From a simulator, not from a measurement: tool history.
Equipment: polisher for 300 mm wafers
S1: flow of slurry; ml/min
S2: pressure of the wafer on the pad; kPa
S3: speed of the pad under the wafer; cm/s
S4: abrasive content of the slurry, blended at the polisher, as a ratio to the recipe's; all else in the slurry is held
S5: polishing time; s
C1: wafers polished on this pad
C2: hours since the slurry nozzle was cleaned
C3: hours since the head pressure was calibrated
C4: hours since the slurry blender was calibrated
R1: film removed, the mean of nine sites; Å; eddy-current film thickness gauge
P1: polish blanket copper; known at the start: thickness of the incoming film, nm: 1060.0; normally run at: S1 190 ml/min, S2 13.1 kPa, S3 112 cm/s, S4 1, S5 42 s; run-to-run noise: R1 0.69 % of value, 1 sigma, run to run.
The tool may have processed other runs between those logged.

{"run": 1, "hour": 15.6, "S1": 190, "S2": 13.1, "S3": 112, "S4": 1, "S5": 42, "C1": 291, "C2": 244.9, "C3": 410.8, "C4": 168.7, "R1": 1001.4}
{"run": 2, "hour": 29.2, "S1": 190, "S2": 13.1, "S3": 112, "S4": 1, "S5": 19, "C1": 492, "C2": 258.5, "C3": 424.4, "C4": 182.3, "R1": 453.42}
{"run": 3, "hour": 44.6, "S1": 190, "S2": 7.6, "S3": 112, "S4": 1, "S5": 42, "C1": 720, "C2": 273.9, "C3": 439.8, "C4": 197.7, "R1": 580.22}
{"run": 4, "hour": 57.0, "S1": 190, "S2": 13.1, "S3": 54, "S4": 1, "S5": 42, "C1": 903, "C2": 286.3, "C3": 452.2, "C4": 210.1, "R1": 488.25}
{"run": 5, "hour": 67.5, "S1": 190, "S2": 13.1, "S3": 112, "S4": 1, "S5": 42, "C1": 1058, "C2": 296.8, "C3": 462.7, "C4": 220.6, "R1": 1012.6}
{"run": 6, "hour": 79.2, "S1": 190, "S2": 13.1, "S3": 112, "S4": 1, "S5": 67, "C1": 1231, "C2": 308.5, "C3": 474.4, "C4": 232.3, "R1": 1610.1}
{"run": 7, "hour": 91.6, "S1": 190, "S2": 13.1, "S3": 112, "S4": 1, "S5": 42, "C1": 1414, "C2": 320.9, "C3": 486.8, "C4": 244.7, "R1": 1012.3}
{"run": 8, "hour": 102.1, "S1": 190, "S2": 13.1, "S3": 112, "S4": 0.55, "S5": 42, "C1": 1570, "C2": 331.4, "C3": 497.3, "C4": 255.2, "R1": 882.93}
{"hour": 104.5, "done": "slurry blender recalibrated"}
{"run": 9, "hour": 114.8, "S1": 190, "S2": 13.1, "S3": 112, "S4": 1, "S5": 42, "C1": 1757, "C2": 344.1, "C3": 510, "C4": 10.4, "R1": 1007.6}
{"hour": 124.4, "done": "head pressure recalibrated"}
{"run": 10, "hour": 125.2, "S1": 190, "S2": 13.1, "S3": 112, "S4": 1.5, "S5": 42, "C1": 1911, "C2": 354.5, "C3": 0.8, "C4": 20.8, "R1": 1102.8}
{"run": 11, "hour": 139.3, "S1": 115, "S2": 13.1, "S3": 112, "S4": 1, "S5": 53, "C1": 2119, "C2": 368.6, "C3": 14.9, "C4": 34.9, "R1": 1169.2}
{"run": 12, "hour": 153.9, "S1": 190, "S2": 13.1, "S3": 112, "S4": 1, "S5": 42, "C1": 2335, "C2": 383.2, "C3": 29.5, "C4": 49.5, "R1": 1011.3}
{"run": 13, "hour": 169.8, "S1": 190, "S2": 20, "S3": 112, "S4": 1, "S5": 42, "C1": 2570, "C2": 399.1, "C3": 45.4, "C4": 65.4, "R1": 1536.1}
{"run": 14, "hour": 181.1, "S1": 115, "S2": 13.1, "S3": 112, "S4": 1, "S5": 42, "C1": 2737, "C2": 410.4, "C3": 56.7, "C4": 76.7, "R1": 911.99}
{"hour": 185.9, "done": "slurry nozzle cleaned"}
{"run": 15, "hour": 189.1, "S1": 190, "S2": 13.1, "S3": 178, "S4": 1, "S5": 42, "C1": 2855, "C2": 3.2, "C3": 64.7, "C4": 84.7, "R1": 1600.1}
{"run": 16, "hour": 198.2, "S1": 240, "S2": 13.1, "S3": 112, "S4": 1, "S5": 42, "C1": 2989, "C2": 12.3, "C3": 73.8, "C4": 93.8, "R1": 1045.1}
{"run": 17, "hour": 207.6, "S1": 125, "S2": 13.1, "S3": 160, "S4": 1, "S5": 42, "C1": 3128, "C2": 21.7, "C3": 83.2, "C4": 103.2, "R1": 1341.1}
{"run": 18, "hour": 219.7, "S1": 190, "S2": 13.1, "S3": 112, "S4": 1, "S5": 42, "C1": 3307, "C2": 33.8, "C3": 95.3, "C4": 115.3, "R1": 1008}
{"run": 19, "hour": 228.8, "S1": 190, "S2": 13.1, "S3": 112, "S4": 1, "S5": 42, "C1": 3442, "C2": 42.9, "C3": 104.4, "C4": 124.4, "R1": 985.62}
{"run": 20, "hour": 240.2, "S1": 190, "S2": 13.1, "S3": 112, "S4": 1, "S5": 42, "C1": 3610, "C2": 54.3, "C3": 115.8, "C4": 135.8, "R1": 976.07}
{"run": 21, "hour": 248.4, "S1": 190, "S2": 13.1, "S3": 112, "S4": 1, "S5": 42, "C1": 3731, "C2": 62.5, "C3": 124, "C4": 144, "R1": 946.48}
{"hour": 254.3, "done": "head pressure recalibrated"}
{"run": 22, "hour": 255.7, "S1": 190, "S2": 13.1, "S3": 112, "S4": 1, "S5": 42, "C1": 3839, "C2": 69.8, "C3": 1.4, "C4": 151.3, "R1": 947.27}
{"hour": 260.7, "done": "worn pad replaced by a new one"}
{"run": 23, "hour": 266.6, "S1": 190, "S2": 13.1, "S3": 112, "S4": 1, "S5": 42, "C1": 87, "C2": 80.7, "C3": 12.3, "C4": 162.2, "R1": 926.54}
{"run": 24, "hour": 279.5, "S1": 190, "S2": 13.1, "S3": 112, "S4": 1, "S5": 42, "C1": 278, "C2": 93.6, "C3": 25.2, "C4": 175.1, "R1": 937.26}
{"run": 25, "hour": 292.1, "S1": 190, "S2": 13.1, "S3": 112, "S4": 1, "S5": 42, "C1": 464, "C2": 106.2, "C3": 37.8, "C4": 187.7, "R1": 923.5}
{"run": 26, "hour": 302.7, "S1": 190, "S2": 13.1, "S3": 112, "S4": 1, "S5": 42, "C1": 620, "C2": 116.8, "C3": 48.4, "C4": 198.3, "R1": 926.37}

The log shows P1 creeping away from where it was. Any of the 2 causes listed here, at the size stated for it, fits the log just as well as the others:
A: abrasive missing from the slurry, % = 33.8
B: slurry flow missing at the pad, % = 38.7
The process output started creeping at around hour 219.7.
Every other cause this tool's parts could produce, and why it does not fit the log:
removal rate lost through wear of the pad, %: serviced after onset, at hour 260.7, with no recovery of the prior output
head's pressure below its setpoint, %: serviced after onset, at hour 254.3, with no recovery of the prior output

Of the 4 check runs below, each run on 5 wafers with the results averaged and each result still a question mark, which one would tell the listed causes apart?
{"run": "check 1", "hour": 313.3, "S1": 145, "S2": 13.1, "S3": 172, "S4": 1, "S5": 42, "R1": "?"}
{"run": "check 2", "hour": 313.3, "S1": 190, "S2": 13.1, "S3": 112, "S4": 1, "S5": 22, "R1": "?"}
{"run": "check 3", "hour": 313.3, "S1": 190, "S2": 19.3, "S3": 112, "S4": 1, "S5": 42, "R1": "?"}
{"run": "check 4", "hour": 313.3, "S1": 190, "S2": 13.1, "S3": 68, "S4": 1.5, "S5": 42, "R1": "?"}

Predicted outcomes, by check and by cause:
check=check_1 result=R1 if_A=1358.6 if_B=1326.9
check=check_2 result=R1 if_A=483.61 if_B=483.72
check=check_3 result=R1 if_A=1360.6 if_B=1360.9
check=check_4 result=R1 if_A=610.09 if_B=612.83
How far apart the two closest causes lie, in the result that separates them most: check 1 2.36 %; check 2 0.02 %; check 3 0.02 %; check 4 0.45 %
Check 1 tells the causes apart: in the others they would give nearly the same result.

The results of check 1 are: R1 1328.1 Å. Based on these, which of the listed causes is it?

The correct cause is B, namely: slurry flow missing at the pad, %.

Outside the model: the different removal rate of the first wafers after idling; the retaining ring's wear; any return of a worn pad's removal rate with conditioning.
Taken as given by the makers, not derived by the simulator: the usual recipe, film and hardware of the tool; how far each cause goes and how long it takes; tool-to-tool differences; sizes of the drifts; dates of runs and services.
